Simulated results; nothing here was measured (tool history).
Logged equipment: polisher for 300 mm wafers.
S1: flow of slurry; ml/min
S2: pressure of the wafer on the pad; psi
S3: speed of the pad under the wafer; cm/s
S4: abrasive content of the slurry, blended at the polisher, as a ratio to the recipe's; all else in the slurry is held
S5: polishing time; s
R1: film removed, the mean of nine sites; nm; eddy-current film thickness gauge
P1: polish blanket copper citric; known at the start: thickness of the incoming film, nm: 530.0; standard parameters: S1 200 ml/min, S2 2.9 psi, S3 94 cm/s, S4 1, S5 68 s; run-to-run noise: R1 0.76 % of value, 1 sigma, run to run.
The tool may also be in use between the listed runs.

run,hour,S1,S2,S3,S4,S5,R1
1,7.1,200,2.9,94,1,68,114.63
2,13.7,200,2.9,94,1,68,115.54
3,18.3,145,2.9,50,1,68,58.79
4,25.8,200,2.9,94,1,68,115.62
5,30,200,2.9,94,1,68,114.96
6,36.1,200,2.9,94,1.4,68,124.37
7,43,200,2.9,94,0.55,68,101.14
8,51.2,200,2.9,94,1,39,65.836
9,58,200,4.5,94,1,68,177.32
10,63.4,120,2.9,94,0.75,68,100.58
11,69.4,305,2.9,94,1,68,120.5
12,75.2,200,2.9,46,1,68,58.607
13,80.1,200,1.7,94,1,68,69.691
14,85.1,200,2.9,142,1,68,172.03
15,91.1,200,2.9,94,1,100,170.18
16,95.1,140,2.9,94,1,68,110.06

What does the tool deliver on the next run?
17,101.1,200,2.9,134,1,52,?

{"run 17": {"R1": 124.8}}
